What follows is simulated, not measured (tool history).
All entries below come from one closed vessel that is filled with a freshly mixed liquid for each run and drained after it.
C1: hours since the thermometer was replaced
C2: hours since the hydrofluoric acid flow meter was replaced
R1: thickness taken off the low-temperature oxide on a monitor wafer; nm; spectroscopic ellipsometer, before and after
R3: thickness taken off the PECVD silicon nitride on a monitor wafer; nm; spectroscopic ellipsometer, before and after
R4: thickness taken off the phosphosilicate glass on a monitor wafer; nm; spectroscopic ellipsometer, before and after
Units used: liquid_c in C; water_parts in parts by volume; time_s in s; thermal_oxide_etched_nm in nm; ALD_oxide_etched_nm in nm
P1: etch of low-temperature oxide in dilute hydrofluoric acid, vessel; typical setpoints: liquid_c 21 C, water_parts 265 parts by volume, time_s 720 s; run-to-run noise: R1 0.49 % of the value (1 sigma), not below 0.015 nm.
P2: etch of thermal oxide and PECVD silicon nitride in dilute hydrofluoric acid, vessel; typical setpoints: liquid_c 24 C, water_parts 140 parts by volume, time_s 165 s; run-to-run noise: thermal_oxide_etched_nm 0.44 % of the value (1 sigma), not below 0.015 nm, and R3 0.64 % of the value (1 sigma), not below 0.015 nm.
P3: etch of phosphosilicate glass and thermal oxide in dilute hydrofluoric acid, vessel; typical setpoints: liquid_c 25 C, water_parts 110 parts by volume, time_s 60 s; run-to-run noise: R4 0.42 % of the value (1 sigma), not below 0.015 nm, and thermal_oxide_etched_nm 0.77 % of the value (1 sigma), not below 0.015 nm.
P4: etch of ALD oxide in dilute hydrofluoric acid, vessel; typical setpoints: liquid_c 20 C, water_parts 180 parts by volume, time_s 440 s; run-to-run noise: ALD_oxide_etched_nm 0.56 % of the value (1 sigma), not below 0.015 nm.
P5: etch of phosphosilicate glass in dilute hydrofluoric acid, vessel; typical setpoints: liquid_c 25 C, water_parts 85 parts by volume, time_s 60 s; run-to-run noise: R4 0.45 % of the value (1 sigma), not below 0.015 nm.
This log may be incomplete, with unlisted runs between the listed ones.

Run 1, hour 15: process P1, liquid_c 21 C, water_parts 265 parts by volume, time_s 720 s; C1 1396.2; C2 774.2. Result: R1 21.806 nm.
Run 2, hour 28.7: process P2, liquid_c 31.5 C, water_parts 140 parts by volume, time_s 165 s; C1 1409.9; C2 787.9. Result: thermal_oxide_etched_nm 6.7102 nm, R3 7.7039 nm.
Run 3, hour 41.2: process P5, liquid_c 25 C, water_parts 120 parts by volume, time_s 60 s; C1 1422.4; C2 800.4. Result: R4 75.751 nm.
Run 4, hour 51.4: process P1, liquid_c 21 C, water_parts 265 parts by volume, time_s 295 s; C1 1432.6; C2 810.6. Result: R1 8.9346 nm.
Run 5, hour 63.5: process P2, liquid_c 24 C, water_parts 140 parts by volume, time_s 165 s; C1 1444.7; C2 822.7. Result: thermal_oxide_etched_nm 5.1036 nm, R3 4.7696 nm.
Run 6, hour 72.1: process P4, liquid_c 20 C, water_parts 180 parts by volume, time_s 200 s; C1 1453.3; C2 831.3. Result: ALD_oxide_etched_nm 19.116 nm.
Run 7, hour 82.1: process P4, liquid_c 20 C, water_parts 295 parts by volume, time_s 440 s; C1 1463.3; C2 841.3. Result: ALD_oxide_etched_nm 23.093 nm.
Run 8, hour 91.3: process P1, liquid_c 21 C, water_parts 455 parts by volume, time_s 720 s; C1 1472.5; C2 850.5. Result: R1 10.674 nm.
Run 9, hour 105.2: process P4, liquid_c 20 C, water_parts 180 parts by volume, time_s 440 s; C1 1486.4; C2 864.4. Result: ALD_oxide_etched_nm 42.163 nm.
Run 10, hour 123.7: process P4, liquid_c 20 C, water_parts 180 parts by volume, time_s 440 s; C1 1504.9; C2 882.9. Result: ALD_oxide_etched_nm 42.183 nm.
Run 11, hour 136.9: process P5, liquid_c 25 C, water_parts 85 parts by volume, time_s 105 s; C1 1518.1; C2 896.1. Result: R4 196.77 nm.
Run 12, hour 153.2: process P2, liquid_c 24 C, water_parts 140 parts by volume, time_s 240 s; C1 1534.4; C2 912.4. Result: thermal_oxide_etched_nm 7.4193 nm, R3 6.9356 nm.
Run 13, hour 165.2: process P3, liquid_c 25 C, water_parts 110 parts by volume, time_s 60 s; C1 1546.4; C2 924.4. Result: thermal_oxide_etched_nm 2.5975 nm, R4 35.489 nm.
Run 14, hour 176.1: process P4, liquid_c 28 C, water_parts 180 parts by volume, time_s 440 s; C1 1557.3; C2 935.3. Result: ALD_oxide_etched_nm 56.649 nm.
Run 15, hour 192.7: process P3, liquid_c 25 C, water_parts 110 parts by volume, time_s 30 s; C1 1573.9; C2 951.9. Result: thermal_oxide_etched_nm 1.2952 nm, R4 17.841 nm.
Run 16, hour 200.9: process P1, liquid_c 21 C, water_parts 165 parts by volume, time_s 720 s; C1 1582.1; C2 960.1. Result: R1 38.668 nm.
Run 17, hour 213.9: process P2, liquid_c 24 C, water_parts 25 parts by volume, time_s 165 s; C1 1595.1; C2 973.1. Result: thermal_oxide_etched_nm 32.651 nm, R3 25.726 nm.
Run 18, hour 228.7: process P1, liquid_c 26 C, water_parts 265 parts by volume, time_s 720 s; C1 1609.9; C2 987.9. Result: R1 26.103 nm.
Run 19, hour 245.2: process P3, liquid_c 25 C, water_parts 65 parts by volume, time_s 60 s; C1 1626.4; C2 1004.4. Result: thermal_oxide_etched_nm 4.6081 nm, R4 64.292 nm.
Run 20, hour 261.9: process P1, liquid_c 21 C, water_parts 265 parts by volume, time_s 720 s; C1 1643.1; C2 1021.1. Result: R1 22.018 nm.
Run 21, hour 279.5: process P1, liquid_c 21 C, water_parts 265 parts by volume, time_s 1140 s; C1 1660.7; C2 1038.7. Result: R1 34.486 nm.
Run 22, hour 288.8: process P5, liquid_c 32.5 C, water_parts 85 parts by volume, time_s 60 s; C1 1670; C2 1048. Result: R4 148.7 nm.
Run 23, hour 305.7: process P5, liquid_c 25 C, water_parts 85 parts by volume, time_s 60 s; C1 1686.9; C2 1064.9. Result: R4 111.22 nm.
Run 24, hour 318.6: process P1, liquid_c 21 C, water_parts 265 parts by volume, time_s 720 s; C1 1699.8; C2 1077.8. Result: R1 21.726 nm.
Run 25, hour 333.3: process P3, liquid_c 30.5 C, water_parts 110 parts by volume, time_s 60 s; C1 1714.5; C2 1092.5. Result: thermal_oxide_etched_nm 3.2101 nm, R4 43.864 nm.
Run 26, hour 348.4: process P1, liquid_c 21 C, water_parts 265 parts by volume, time_s 720 s; C1 1729.6; C2 1107.6. Result: R1 21.826 nm.
Run 27, hour 361.2: process P1, liquid_c 28 C, water_parts 370 parts by volume, time_s 720 s; C1 1742.4; C2 1120.4. Result: R1 18.023 nm.
Run 28, hour 378.4: process P1, liquid_c 17 C, water_parts 265 parts by volume, time_s 720 s; C1 1759.6; C2 1137.6. Result: R1 18.798 nm.
Run 29, hour 391.9: process P3, liquid_c 25 C, water_parts 110 parts by volume, time_s 60 s; C1 1773.1; C2 1151.1. Result: thermal_oxide_etched_nm 2.6003 nm, R4 35.779 nm.
Run 30, hour 407.2: process P1, liquid_c 21 C, water_parts 265 parts by volume, time_s 720 s; C1 1788.4; C2 1166.4. Result: R1 21.873 nm.
Run 31, hour 426: process P1, liquid_c 21 C, water_parts 265 parts by volume, time_s 720 s; C1 1807.2; C2 1185.2. Result: R1 22.372 nm.
Run 32, hour 435.2: process P1, liquid_c 21 C, water_parts 265 parts by volume, time_s 720 s; C1 1816.4; C2 1194.4. Result: R1 22.882 nm.
Run 33, hour 450.1: process P1, liquid_c 21 C, water_parts 265 parts by volume, time_s 720 s; C1 1831.3; C2 1209.3. Result: R1 22.682 nm.
Run 34, hour 458.3: process P1, liquid_c 21 C, water_parts 265 parts by volume, time_s 720 s; C1 1839.5; C2 1217.5. Result: R1 23.117 nm.
Run 35, hour 469.4: process P1, liquid_c 21 C, water_parts 265 parts by volume, time_s 720 s; C1 1850.6; C2 1228.6. Result: R1 23.073 nm.
Run 36, hour 483.2: process P1, liquid_c 21 C, water_parts 265 parts by volume, time_s 720 s; C1 1864.4; C2 1242.4. Result: R1 22.881 nm.
Run 37, hour 491.6: process P1, liquid_c 21 C, water_parts 265 parts by volume, time_s 720 s; C1 1872.8; C2 1250.8. Result: R1 22.817 nm.
Run 38, hour 502.8: process P1, liquid_c 21 C, water_parts 265 parts by volume, time_s 720 s; C1 1884; C2 1262. Result: R1 23.148 nm.

P1 no longer gives what it gave before; its output has crept away from where it was. The following 2 causes, each at its listed size, fit the log equally well:
A: hydrofluoric acid flow above the setpoint (%) = 4.51
B: liquid hotter than its thermometer reads (K) = 1.51
The creep began at about hour 407.2.

The check runs listed below each take one wafer, and their results are still question marks. Under which run would the listed causes lead to clearly different results?
Run check 1, hour 514: process P3, liquid_c 30 C, water_parts 110 parts by volume, time_s 40 s. Result: thermal_oxide_etched_nm ?, R4 ?.
Run check 2, hour 514: process P2, liquid_c 30 C, water_parts 30 parts by volume, time_s 165 s. Result: thermal_oxide_etched_nm ?, R3 ?.
Run check 3, hour 514: process P5, liquid_c 31.5 C, water_parts 110 parts by volume, time_s 60 s. Result: R4 ?.
Run check 4, hour 514: process P4, liquid_c 28 C, water_parts 180 parts by volume, time_s 440 s. Result: ALD_oxide_etched_nm ?.

Outcome of each check run for each possible cause:
  check                   result    if A    if B
check 1  thermal_oxide_etched_nm  2.1845  2.1954
check 1                       R4  30.233  30.383
check 2  thermal_oxide_etched_nm  36.497  37.016
check 2                       R3  33.714  35.631
check 3                       R4  112.85  113.29
check 4      ALD_oxide_etched_nm   59.83  59.842
Smallest distance between any two causes, each pair judged by its most separating result, in per cent: check 1 0.49 %; check 2 5.53 %; check 3 0.39 %; check 4 0.02 %
The causes can be told apart only by check 2. The other checks would give nearly the same results under each of them.

After running check 2, the following was obtained: thermal_oxide_etched_nm 37.32 nm; R3 35.791 nm. Which cause does this point to?

Of the candidate causes, it is B: liquid hotter than its thermometer reads (K).
